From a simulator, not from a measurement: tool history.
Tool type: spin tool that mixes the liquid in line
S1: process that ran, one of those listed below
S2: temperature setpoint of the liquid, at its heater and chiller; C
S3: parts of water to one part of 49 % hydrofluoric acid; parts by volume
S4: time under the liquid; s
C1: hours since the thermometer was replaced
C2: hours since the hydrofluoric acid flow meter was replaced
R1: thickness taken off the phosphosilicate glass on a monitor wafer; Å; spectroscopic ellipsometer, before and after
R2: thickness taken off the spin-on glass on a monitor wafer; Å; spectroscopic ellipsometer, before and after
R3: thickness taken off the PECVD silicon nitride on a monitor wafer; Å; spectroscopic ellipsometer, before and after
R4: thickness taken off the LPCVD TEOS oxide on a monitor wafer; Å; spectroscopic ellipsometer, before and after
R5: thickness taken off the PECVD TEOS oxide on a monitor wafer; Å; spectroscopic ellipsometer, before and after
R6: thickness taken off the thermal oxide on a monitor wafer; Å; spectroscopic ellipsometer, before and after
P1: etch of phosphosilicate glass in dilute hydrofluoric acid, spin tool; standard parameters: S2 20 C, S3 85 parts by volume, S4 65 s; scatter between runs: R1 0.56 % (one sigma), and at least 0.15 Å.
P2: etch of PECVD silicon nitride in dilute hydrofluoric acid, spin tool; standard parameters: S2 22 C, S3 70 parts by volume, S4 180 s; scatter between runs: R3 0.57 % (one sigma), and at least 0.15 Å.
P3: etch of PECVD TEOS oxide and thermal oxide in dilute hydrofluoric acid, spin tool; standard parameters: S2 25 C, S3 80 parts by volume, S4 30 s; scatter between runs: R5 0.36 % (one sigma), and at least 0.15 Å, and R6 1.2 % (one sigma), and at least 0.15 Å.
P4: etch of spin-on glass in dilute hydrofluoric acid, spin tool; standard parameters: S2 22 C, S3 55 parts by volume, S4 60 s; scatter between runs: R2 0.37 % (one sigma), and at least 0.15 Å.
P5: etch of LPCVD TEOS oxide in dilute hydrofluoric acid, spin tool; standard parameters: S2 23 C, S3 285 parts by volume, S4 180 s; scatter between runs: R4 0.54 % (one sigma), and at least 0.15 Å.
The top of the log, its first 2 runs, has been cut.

run	hour	S1	S2	S3	S4	C1	C2	R1	R2	R3	R4	R5	R6
3	34.1	P2	22	70	180	1005.1	436.2			128.49			
4	42.9	P5	23	285	180	1013.9	445				84.736		
5	51.4	P4	22	55	60	1022.4	453.5		427.11				
6	61.5	P1	20	85	95	1032.5	463.6	700.57					
7	71.9	P1	20	35	65	1042.9	474	1241.8					
8	78.4	P1	20	85	65	1049.4	480.5	482.98					
9	88.8	P3	25	80	65	1059.8	490.9					217.68	42.221
10	96.2	P3	25	80	30	1067.2	498.3					99.572	19.48
11	103.7	P2	22	70	100	1074.7	505.8			72.333			
12	114	P1	20	85	65	1085	516.1	476.09					
13	123.8	P5	23	95	180	1094.8	525.9				311.23		
14	135.9	P1	20	140	65	1106.9	538	275.88					
15	145	P2	22	125	180	1116	547.1			73.372			
16	151.2	P1	20	85	15	1122.2	553.3	112.1					
17	159.8	P5	23	285	180	1130.8	561.9				84.907		
18	170.4	P4	22	55	60	1141.4	572.5		424.83				
19	183.8	P1	20	85	65	1154.8	585.9	478.63					
20	189.7	P2	22	70	180	1160.7	591.8			128.34			
21	197.8	P5	23	285	15	1168.8	599.9				7.0306		
# hour 199.8: thermometer replaced
22	206.2	P3	25	145	30	6.4	608.3					50.561	9.9746
# hour 214.4: hydrofluoric acid flow meter replaced
23	217.4	P1	20	85	65	17.6	3	481.79					
24	228.8	P1	20	135	35	29	14.4	153.6					
25	241.1	P4	22	95	60	41.3	26.7		235.34				
26	248.3	P4	17	55	60	48.5	33.9		346.68				

Predict the results of run 27:
27	255.1	P1	17	85	65	55.3	40.7	?					

R1: 422.93 Å

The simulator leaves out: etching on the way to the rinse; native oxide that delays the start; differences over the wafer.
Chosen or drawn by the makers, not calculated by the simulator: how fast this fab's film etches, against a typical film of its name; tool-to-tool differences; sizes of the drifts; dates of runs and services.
